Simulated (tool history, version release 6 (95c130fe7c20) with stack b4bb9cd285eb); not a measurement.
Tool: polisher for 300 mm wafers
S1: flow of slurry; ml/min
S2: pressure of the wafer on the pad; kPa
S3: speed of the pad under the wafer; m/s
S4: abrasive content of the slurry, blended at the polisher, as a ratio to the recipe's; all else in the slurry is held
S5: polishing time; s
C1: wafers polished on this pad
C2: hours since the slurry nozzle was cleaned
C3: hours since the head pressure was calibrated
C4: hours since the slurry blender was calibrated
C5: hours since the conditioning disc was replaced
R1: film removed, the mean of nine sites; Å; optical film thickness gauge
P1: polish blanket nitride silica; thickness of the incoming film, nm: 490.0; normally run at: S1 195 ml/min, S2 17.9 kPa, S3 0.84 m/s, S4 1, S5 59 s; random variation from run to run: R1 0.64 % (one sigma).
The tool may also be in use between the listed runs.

run 1 hour=6.8 | S1=195 S2=17.9 S3=0.84 S4=1 S5=59 | C1=286 C2=339.1 C3=693.8 C4=109.1 C5=40.5 | R1=285.33
run 2 hour=12.1 | S1=195 S2=24.8 S3=0.84 S4=1 S5=59 | C1=342 C2=344.4 C3=699.1 C4=114.4 C5=45.8 | R1=405.73
run 3 hour=19.9 | S1=195 S2=17.9 S3=0.5 S4=1 S5=82 | C1=424 C2=352.2 C3=706.9 C4=122.2 C5=53.6 | R1=267.88
run 4 hour=26.2 | S1=195 S2=17.9 S3=0.84 S4=1 S5=59 | C1=490 C2=358.5 C3=713.2 C4=128.5 C5=59.9 | R1=290.78
-- hour=26.6 slurry blender recalibrated
run 5 hour=30.6 | S1=195 S2=17.9 S3=0.84 S4=1.45 S5=59 | C1=537 C2=362.9 C3=717.6 C4=4 C5=64.3 | R1=337.08
run 6 hour=35.2 | S1=195 S2=17.9 S3=0.84 S4=0.65 S5=59 | C1=585 C2=367.5 C3=722.2 C4=8.6 C5=68.9 | R1=233.58
run 7 hour=41.1 | S1=195 S2=17.9 S3=0.84 S4=1 S5=59 | C1=647 C2=373.4 C3=728.1 C4=14.5 C5=74.8 | R1=291.26
run 8 hour=47.3 | S1=195 S2=17.9 S3=0.84 S4=1 S5=39 | C1=712 C2=379.6 C3=734.3 C4=20.7 C5=81 | R1=192.51
run 9 hour=51.6 | S1=290 S2=17.9 S3=0.84 S4=1 S5=59 | C1=757 C2=383.9 C3=738.6 C4=25 C5=85.3 | R1=303.04
run 10 hour=58.5 | S1=195 S2=17.9 S3=0.38 S4=1 S5=59 | C1=830 C2=390.8 C3=745.5 C4=31.9 C5=92.2 | R1=152.3
run 11 hour=62.6 | S1=195 S2=17.9 S3=1.34 S4=1 S5=59 | C1=873 C2=394.9 C3=749.6 C4=36 C5=96.3 | R1=423.64
run 12 hour=68.6 | S1=195 S2=12.4 S3=0.84 S4=1 S5=59 | C1=936 C2=400.9 C3=755.6 C4=42 C5=102.3 | R1=198.85
run 13 hour=72.5 | S1=140 S2=17.9 S3=0.84 S4=1 S5=59 | C1=977 C2=404.8 C3=759.5 C4=45.9 C5=106.2 | R1=276.19
run 14 hour=78.5 | S1=195 S2=17.9 S3=0.84 S4=1 S5=92 | C1=1040 C2=410.8 C3=765.5 C4=51.9 C5=112.2 | R1=452.32
run 15 hour=83.8 | S1=195 S2=17.9 S3=1.18 S4=1 S5=31 | C1=1096 C2=416.1 C3=770.8 C4=57.2 C5=117.5 | R1=196.62

The next listed run, before its measurement:
run 16 hour=88.9 | S1=195 S2=17.9 S3=0.84 S4=1 S5=59 | C1=1150 C2=421.2 C3=775.9 C4=62.3 C5=122.6 | R1=?

{"run 16": {"R1": 290.2}}

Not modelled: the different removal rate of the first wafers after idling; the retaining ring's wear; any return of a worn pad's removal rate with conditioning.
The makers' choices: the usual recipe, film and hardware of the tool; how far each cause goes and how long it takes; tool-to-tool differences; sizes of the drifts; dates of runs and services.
